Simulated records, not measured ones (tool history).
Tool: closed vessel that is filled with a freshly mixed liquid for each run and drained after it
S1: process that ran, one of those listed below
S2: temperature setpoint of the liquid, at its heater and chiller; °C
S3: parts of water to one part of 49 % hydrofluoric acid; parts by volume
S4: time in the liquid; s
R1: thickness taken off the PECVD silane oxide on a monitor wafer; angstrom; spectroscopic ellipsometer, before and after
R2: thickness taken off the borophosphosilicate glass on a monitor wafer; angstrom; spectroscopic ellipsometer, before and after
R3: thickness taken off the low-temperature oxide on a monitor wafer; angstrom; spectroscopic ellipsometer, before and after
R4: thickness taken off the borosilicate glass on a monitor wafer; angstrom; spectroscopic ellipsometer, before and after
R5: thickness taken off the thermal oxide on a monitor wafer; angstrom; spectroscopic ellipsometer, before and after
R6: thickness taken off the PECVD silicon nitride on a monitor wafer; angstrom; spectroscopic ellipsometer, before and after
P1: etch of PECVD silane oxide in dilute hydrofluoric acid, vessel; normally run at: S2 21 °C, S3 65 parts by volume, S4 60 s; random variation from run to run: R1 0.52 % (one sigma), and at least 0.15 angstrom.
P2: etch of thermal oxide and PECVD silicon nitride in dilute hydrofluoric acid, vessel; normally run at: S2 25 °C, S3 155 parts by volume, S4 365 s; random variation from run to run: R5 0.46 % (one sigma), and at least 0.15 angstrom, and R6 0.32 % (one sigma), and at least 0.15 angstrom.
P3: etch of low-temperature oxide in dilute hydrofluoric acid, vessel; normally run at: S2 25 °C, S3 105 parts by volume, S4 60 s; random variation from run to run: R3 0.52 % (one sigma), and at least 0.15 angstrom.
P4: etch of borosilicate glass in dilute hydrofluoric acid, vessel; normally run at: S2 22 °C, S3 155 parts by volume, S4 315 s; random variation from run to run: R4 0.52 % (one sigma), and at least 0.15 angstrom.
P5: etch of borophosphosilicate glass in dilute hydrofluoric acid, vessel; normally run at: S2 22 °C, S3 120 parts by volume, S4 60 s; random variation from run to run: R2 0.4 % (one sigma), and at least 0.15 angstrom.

{"run": 1, "day": 0.633, "S1": "P1", "S2": 21, "S3": 65, "S4": 60, "R1": 207.47}
{"run": 2, "day": 1.192, "S1": "P5", "S2": 22, "S3": 120, "S4": 60, "R2": 206.11}
{"run": 3, "day": 1.629, "S1": "P3", "S2": 25, "S3": 105, "S4": 100, "R3": 319.83}
{"run": 4, "day": 1.912, "S1": "P3", "S2": 25, "S3": 105, "S4": 60, "R3": 190.51}
{"run": 5, "day": 2.417, "S1": "P4", "S2": 27, "S3": 155, "S4": 315, "R4": 681.43}
{"run": 6, "day": 2.979, "S1": "P2", "S2": 25, "S3": 155, "S4": 175, "R5": 51.6, "R6": 40.299}
{"run": 7, "day": 3.483, "S1": "P3", "S2": 25, "S3": 185, "S4": 60, "R3": 99.63}
{"run": 8, "day": 4.038, "S1": "P1", "S2": 21, "S3": 65, "S4": 60, "R1": 205.66}
{"run": 9, "day": 4.638, "S1": "P1", "S2": 21, "S3": 25, "S4": 30, "R1": 280.51}
{"run": 10, "day": 5.029, "S1": "P3", "S2": 29.5, "S3": 105, "S4": 60, "R3": 228.26}
{"run": 11, "day": 5.675, "S1": "P1", "S2": 21, "S3": 65, "S4": 60, "R1": 207}
{"run": 12, "day": 6.129, "S1": "P1", "S2": 25.5, "S3": 65, "S4": 60, "R1": 248.71}
{"run": 13, "day": 6.454, "S1": "P1", "S2": 21, "S3": 40, "S4": 60, "R1": 347.42}
{"run": 14, "day": 6.758, "S1": "P1", "S2": 17, "S3": 65, "S4": 60, "R1": 173.23}
{"run": 15, "day": 7.254, "S1": "P2", "S2": 25, "S3": 155, "S4": 365, "R5": 107.78, "R6": 84.18}
{"run": 16, "day": 7.558, "S1": "P1", "S2": 21, "S3": 65, "S4": 60, "R1": 205.11}
{"run": 17, "day": 8.15, "S1": "P1", "S2": 21, "S3": 65, "S4": 60, "R1": 206.58}
{"run": 18, "day": 8.583, "S1": "P5", "S2": 22, "S3": 175, "S4": 60, "R2": 132.11}
{"run": 19, "day": 9.208, "S1": "P3", "S2": 25, "S3": 105, "S4": 60, "R3": 190.54}
{"run": 20, "day": 9.762, "S1": "P5", "S2": 17, "S3": 120, "S4": 60, "R2": 166.49}
{"run": 21, "day": 10.071, "S1": "P2", "S2": 29, "S3": 155, "S4": 365, "R5": 124.43, "R6": 107.96}
{"run": 22, "day": 10.462, "S1": "P1", "S2": 21, "S3": 65, "S4": 60, "R1": 203.7}
{"run": 23, "day": 10.808, "S1": "P4", "S2": 22, "S3": 155, "S4": 315, "R4": 561.36}
{"run": 24, "day": 11.421, "S1": "P4", "S2": 22, "S3": 215, "S4": 315, "R4": 384.71}
{"run": 25, "day": 11.808, "S1": "P1", "S2": 21, "S3": 65, "S4": 60, "R1": 205.22}
{"run": 26, "day": 12.133, "S1": "P2", "S2": 25, "S3": 155, "S4": 365, "R5": 108.29, "R6": 83.891}
{"run": 27, "day": 12.738, "S1": "P2", "S2": 25, "S3": 75, "S4": 365, "R5": 246.45, "R6": 173.09}
{"run": 28, "day": 13.233, "S1": "P1", "S2": 21, "S3": 65, "S4": 30, "R1": 103.47}
{"run": 29, "day": 13.654, "S1": "P1", "S2": 21, "S3": 115, "S4": 60, "R1": 109.63}
{"run": 30, "day": 14.088, "S1": "P4", "S2": 22, "S3": 155, "S4": 60, "R4": 107.55}
{"run": 31, "day": 14.562, "S1": "P1", "S2": 17, "S3": 65, "S4": 85, "R1": 246.64}
{"run": 32, "day": 15.112, "S1": "P4", "S2": 22, "S3": 155, "S4": 315, "R4": 571.99}
{"run": 33, "day": 15.671, "S1": "P5", "S2": 22, "S3": 120, "S4": 30, "R2": 101.96}
{"run": 34, "day": 16.038, "S1": "P1", "S2": 21, "S3": 65, "S4": 90, "R1": 308.51}
{"run": 35, "day": 16.633, "S1": "P1", "S2": 21, "S3": 65, "S4": 60, "R1": 206.11}
{"run": 36, "day": 17.096, "S1": "P1", "S2": 21, "S3": 65, "S4": 60, "R1": 203.34}
{"run": 37, "day": 17.404, "S1": "P1", "S2": 21, "S3": 65, "S4": 60, "R1": 198.8}
{"run": 38, "day": 17.954, "S1": "P1", "S2": 21, "S3": 65, "S4": 60, "R1": 196.35}
{"run": 39, "day": 18.554, "S1": "P1", "S2": 21, "S3": 65, "S4": 60, "R1": 195.31}
{"run": 40, "day": 18.838, "S1": "P1", "S2": 21, "S3": 65, "S4": 60, "R1": 197.61}
{"run": 41, "day": 19.454, "S1": "P1", "S2": 21, "S3": 65, "S4": 60, "R1": 193.17}
{"run": 42, "day": 20.012, "S1": "P1", "S2": 21, "S3": 65, "S4": 60, "R1": 194.65}
{"run": 43, "day": 20.4, "S1": "P1", "S2": 21, "S3": 65, "S4": 60, "R1": 194.17}
{"run": 44, "day": 20.829, "S1": "P1", "S2": 21, "S3": 65, "S4": 60, "R1": 195.6}
{"run": 45, "day": 21.346, "S1": "P1", "S2": 21, "S3": 65, "S4": 60, "R1": 194.58}

What P1 gives has crept away from where it was. These 2 causes fit the log equally well, each at the size given:
A: liquid colder than its thermometer reads (K) = 1.41
B: hydrofluoric acid flow below the setpoint (%) = 5.32
The creep began at about day 16.633.

4 check runs are offered, one wafer each, their results left as question marks. Which one tells the causes apart?
{"run": "check 1", "day": 21.862, "S1": "P2", "S2": 25, "S3": 155, "S4": 365, "R5": "?", "R6": "?"}
{"run": "check 2", "day": 21.862, "S1": "P3", "S2": 25, "S3": 105, "S4": 60, "R3": "?"}
{"run": "check 3", "day": 21.862, "S1": "P5", "S2": 22, "S3": 120, "S4": 60, "R2": "?"}
{"run": "check 4", "day": 21.862, "S1": "P4", "S2": 22, "S3": 155, "S4": 315, "R4": "?"}

What each check would give under each cause:
check=check_1 result=R5 if_A=102.28 if_B=101.14
check=check_1 result=R6 if_A=76.723 if_B=79.552
check=check_2 result=R3 if_A=180.99 if_B=179.81
check=check_3 result=R2 if_A=193.05 if_B=191.93
check=check_4 result=R4 if_A=534.75 if_B=530.04
How far apart the two closest causes lie, in the result that separates them most: check 1 3.62 %; check 2 0.65 %; check 3 0.58 %; check 4 0.88 %
Only check 1 tells the causes apart: in the others they would give nearly the same result.

Check 1 was then run and gave: R5 101.97 angstrom; R6 76.819 angstrom. Which cause is it?

It is A: liquid colder than its thermometer reads (K).
